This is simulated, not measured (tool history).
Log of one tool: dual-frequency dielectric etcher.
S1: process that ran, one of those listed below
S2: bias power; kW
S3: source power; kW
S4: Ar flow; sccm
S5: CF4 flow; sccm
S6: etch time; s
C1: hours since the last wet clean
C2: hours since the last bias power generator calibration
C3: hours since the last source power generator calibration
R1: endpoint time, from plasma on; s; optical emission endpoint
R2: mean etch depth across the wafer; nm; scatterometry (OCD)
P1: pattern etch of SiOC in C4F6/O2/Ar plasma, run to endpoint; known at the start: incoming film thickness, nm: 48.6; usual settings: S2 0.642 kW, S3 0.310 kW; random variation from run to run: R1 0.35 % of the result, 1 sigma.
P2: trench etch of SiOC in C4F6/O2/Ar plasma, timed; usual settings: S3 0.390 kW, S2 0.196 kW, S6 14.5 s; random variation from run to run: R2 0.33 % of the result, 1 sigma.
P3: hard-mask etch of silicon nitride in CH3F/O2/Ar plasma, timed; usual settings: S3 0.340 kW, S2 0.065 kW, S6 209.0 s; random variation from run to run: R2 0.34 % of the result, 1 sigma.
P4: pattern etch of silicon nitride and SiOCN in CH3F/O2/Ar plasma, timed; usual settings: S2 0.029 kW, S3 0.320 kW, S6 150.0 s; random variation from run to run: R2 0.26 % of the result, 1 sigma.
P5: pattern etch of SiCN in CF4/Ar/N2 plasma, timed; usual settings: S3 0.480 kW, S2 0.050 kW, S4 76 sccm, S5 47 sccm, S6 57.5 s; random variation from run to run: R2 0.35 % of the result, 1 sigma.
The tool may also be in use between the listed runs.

| run | day | S1 | S2 | S3 | S4 | S5 | S6 | C1 | C2 | C3 | R1 | R2 |
|---|---|---|---|---|---|---|---|---|---|---|---|---|
| 1 | 0.504 | P1 | 0.642 | 0.310 |  |  |  | 215.4 | 2381.9 | 1645.3 | 16.678 |  |
| 2 | 0.788 | P5 | 0.050 | 0.480 | 76 | 47 | 57.5 | 222.2 | 2388.7 | 1652.1 |  | 45.200 |
| 3 | 1.342 | P2 | 0.196 | 0.310 |  |  | 14.5 | 235.5 | 2402.0 | 1665.4 |  | 26.791 |
| 4 | 1.858 | P5 | 0.050 | 0.480 | 92 | 47 | 57.5 | 247.9 | 2414.4 | 1677.8 |  | 43.677 |
| 5 | 2.258 | P1 | 0.642 | 0.230 |  |  |  | 257.5 | 2424.0 | 1687.4 | 18.584 |  |
| 6 | 2.700 | P1 | 0.642 | 0.430 |  |  |  | 268.1 | 2434.6 | 1698.0 | 14.759 |  |
| 7 | 3.262 | P1 | 0.642 | 0.310 |  |  |  | 281.6 | 2448.1 | 1711.5 | 16.711 |  |
| 8 | 3.596 | P4 | 0.029 | 0.320 |  |  | 150.0 | 289.6 | 2456.1 | 1719.5 |  | 21.153 |
| 9 | 3.871 | P1 | 0.642 | 0.310 |  |  |  | 296.2 | 2462.7 | 1726.1 | 16.768 |  |
| 10 | 4.192 | P2 | 0.153 | 0.390 |  |  | 14.5 | 303.9 | 2470.4 | 1733.8 |  | 27.154 |
| 11 | 4.704 | P3 | 0.085 | 0.340 |  |  | 209.0 | 316.2 | 2482.7 | 1746.1 |  | 142.570 |
| 12 | 5.104 | P2 | 0.196 | 0.390 |  |  | 14.5 | 325.8 | 2492.3 | 1755.7 |  | 29.194 |
| 13 | 5.600 | P1 | 0.511 | 0.310 |  |  |  | 337.7 | 2504.2 | 1767.6 | 18.192 |  |
| 14 | 6.017 | P1 | 0.441 | 0.230 |  |  |  | 347.7 | 2514.2 | 1777.6 | 21.534 |  |
| 15 | 6.288 | P3 | 0.065 | 0.340 |  |  | 209.0 | 354.2 | 2520.7 | 1784.1 |  | 129.550 |
| 16 | 6.550 | P2 | 0.196 | 0.390 |  |  | 8.0 | 360.5 | 2527.0 | 1790.4 |  | 16.122 |
| 17 | 7.092 | P3 | 0.065 | 0.340 |  |  | 209.0 | 373.5 | 2540.0 | 1803.4 |  | 128.290 |
| 18 | 7.521 | P4 | 0.020 | 0.320 |  |  | 150.0 | 383.8 | 2550.3 | 1813.7 |  | 17.887 |
| 19 | 7.792 | P1 | 0.642 | 0.310 |  |  |  | 390.3 | 2556.8 | 1820.2 | 16.687 |  |
| 20 | 8.196 | P4 | 0.029 | 0.320 |  |  | 196.5 | 400.0 | 2566.5 | 1829.9 |  | 27.617 |
| 21 | 8.592 | P1 | 0.531 | 0.220 |  |  |  | 409.5 | 2576.0 | 1839.4 | 20.342 |  |
| 22 | 8.883 | P1 | 0.851 | 0.310 |  |  |  | 416.5 | 2583.0 | 1846.4 | 14.791 |  |
| 23 | 9.158 | P1 | 0.642 | 0.310 |  |  |  | 423.1 | 2589.6 | 1853.0 | 16.665 |  |
| 24 | 9.408 | P5 | 0.050 | 0.480 | 76 | 47 | 74.5 | 429.1 | 2595.6 | 1859.0 |  | 58.226 |
| 25 | 9.929 | P5 | 0.050 | 0.480 | 76 | 37 | 57.5 | 441.6 | 2608.1 | 1871.5 |  | 43.428 |
| 26 | 10.238 | P3 | 0.065 | 0.340 |  |  | 269.0 | 449.0 | 2615.5 | 1878.9 |  | 165.380 |
| 27 | 10.529 | P5 | 0.050 | 0.620 | 76 | 47 | 57.5 | 456.0 | 2622.5 | 1885.9 |  | 56.750 |
| 28 | 11.054 | P5 | 0.061 | 0.480 | 76 | 47 | 57.5 | 468.6 | 2635.1 | 1898.5 |  | 48.286 |
| 29 | 11.408 | P3 | 0.065 | 0.420 |  |  | 209.0 | 477.1 | 2643.6 | 1907.0 |  | 139.540 |
| 30 | 11.908 | P4 | 0.029 | 0.320 |  |  | 150.0 | 489.1 | 2655.6 | 1919.0 |  | 21.196 |
| 31 | 12.454 | P4 | 0.029 | 0.190 |  |  | 150.0 | 502.2 | 2668.7 | 1932.1 |  | 17.774 |
| 32 | 12.812 | P1 | 0.642 | 0.310 |  |  |  | 510.8 | 2677.3 | 1940.7 | 16.627 |  |
| 33 | 13.304 | P1 | 0.642 | 0.310 |  |  |  | 522.6 | 2689.1 | 1952.5 | 16.672 |  |
| 34 | 13.642 | P1 | 0.642 | 0.310 |  |  |  | 530.7 | 2697.2 | 1960.6 | 16.628 |  |
| 35 | 14.008 | P1 | 0.642 | 0.310 |  |  |  | 539.5 | 2706.0 | 1969.4 | 16.554 |  |

Run 36 comes next. What will it give?
| 36 | 14.488 | P1 | 0.642 | 0.310 |  |  |  | 551.0 | 2717.5 | 1980.9 | ? |  |

{"run 36": {"R1": 16.527}}
